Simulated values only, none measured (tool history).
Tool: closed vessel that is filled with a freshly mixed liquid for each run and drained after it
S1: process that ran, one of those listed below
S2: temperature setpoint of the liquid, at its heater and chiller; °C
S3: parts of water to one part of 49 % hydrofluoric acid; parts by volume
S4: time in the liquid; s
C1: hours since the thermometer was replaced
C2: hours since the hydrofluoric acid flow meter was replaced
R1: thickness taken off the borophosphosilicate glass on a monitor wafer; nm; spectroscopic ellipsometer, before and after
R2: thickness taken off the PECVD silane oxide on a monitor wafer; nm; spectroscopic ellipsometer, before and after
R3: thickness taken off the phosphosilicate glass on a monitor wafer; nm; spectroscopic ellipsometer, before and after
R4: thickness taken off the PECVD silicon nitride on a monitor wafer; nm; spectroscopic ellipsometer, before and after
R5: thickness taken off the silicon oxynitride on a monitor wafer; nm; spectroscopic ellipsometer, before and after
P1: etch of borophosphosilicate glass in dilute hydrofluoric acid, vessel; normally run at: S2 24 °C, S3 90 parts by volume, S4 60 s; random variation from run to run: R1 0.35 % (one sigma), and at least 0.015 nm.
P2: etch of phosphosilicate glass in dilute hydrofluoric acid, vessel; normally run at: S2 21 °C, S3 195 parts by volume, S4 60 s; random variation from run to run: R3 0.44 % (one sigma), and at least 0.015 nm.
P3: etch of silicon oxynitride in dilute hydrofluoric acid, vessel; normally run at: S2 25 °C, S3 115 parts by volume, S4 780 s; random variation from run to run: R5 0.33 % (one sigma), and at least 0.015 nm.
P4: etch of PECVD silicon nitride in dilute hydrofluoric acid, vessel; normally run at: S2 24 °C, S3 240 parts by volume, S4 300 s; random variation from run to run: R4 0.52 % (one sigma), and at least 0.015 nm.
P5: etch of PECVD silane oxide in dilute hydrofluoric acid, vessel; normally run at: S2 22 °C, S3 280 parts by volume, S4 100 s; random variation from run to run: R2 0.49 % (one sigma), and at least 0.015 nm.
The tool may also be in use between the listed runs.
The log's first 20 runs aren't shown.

| run | hour | S1 | S2 | S3 | S4 | C1 | C2 | R1 | R2 | R3 | R4 | R5 |
|---|---|---|---|---|---|---|---|---|---|---|---|---|
|  | 247 | thermometer replaced |
| 21 | 260 | P2 | 21 | 195 | 105 | 13.1 | 1354.5 |  |  | 36.598 |  |  |
| 22 | 272.5 | P1 | 24 | 90 | 60 | 25.6 | 1367 | 36.494 |  |  |  |  |
| 23 | 286 | P3 | 25 | 115 | 780 | 39.1 | 1380.5 |  |  |  |  | 18.107 |
| 24 | 297.1 | P1 | 24 | 90 | 60 | 50.2 | 1391.6 | 36.198 |  |  |  |  |
| 25 | 305.4 | P1 | 24 | 90 | 85 | 58.5 | 1399.9 | 51.275 |  |  |  |  |
| 26 | 312.8 | P3 | 25 | 65 | 780 | 65.9 | 1407.3 |  |  |  |  | 33.438 |
| 27 | 329.9 | P1 | 24 | 160 | 60 | 83 | 1424.4 | 18.64 |  |  |  |  |
| 28 | 341.7 | P3 | 25 | 115 | 780 | 94.8 | 1436.2 |  |  |  |  | 18.025 |
| 29 | 350.2 | P3 | 25 | 115 | 275 | 103.3 | 1444.7 |  |  |  |  | 6.3963 |
| 30 | 360.4 | P4 | 24 | 240 | 545 | 113.5 | 1454.9 |  |  |  | 10.868 |  |
| 31 | 371.4 | P4 | 31 | 240 | 300 | 124.5 | 1465.9 |  |  |  | 9.0196 |  |
| 32 | 380.8 | P1 | 30.5 | 90 | 85 | 133.9 | 1475.3 | 66.056 |  |  |  |  |

Run 33 comes next. What will it give?
| 33 | 390.7 | P1 | 24 | 90 | 60 | 143.8 | 1485.2 | ? |  |  |  |  |

{"run 33": {"R1": 36.112}}
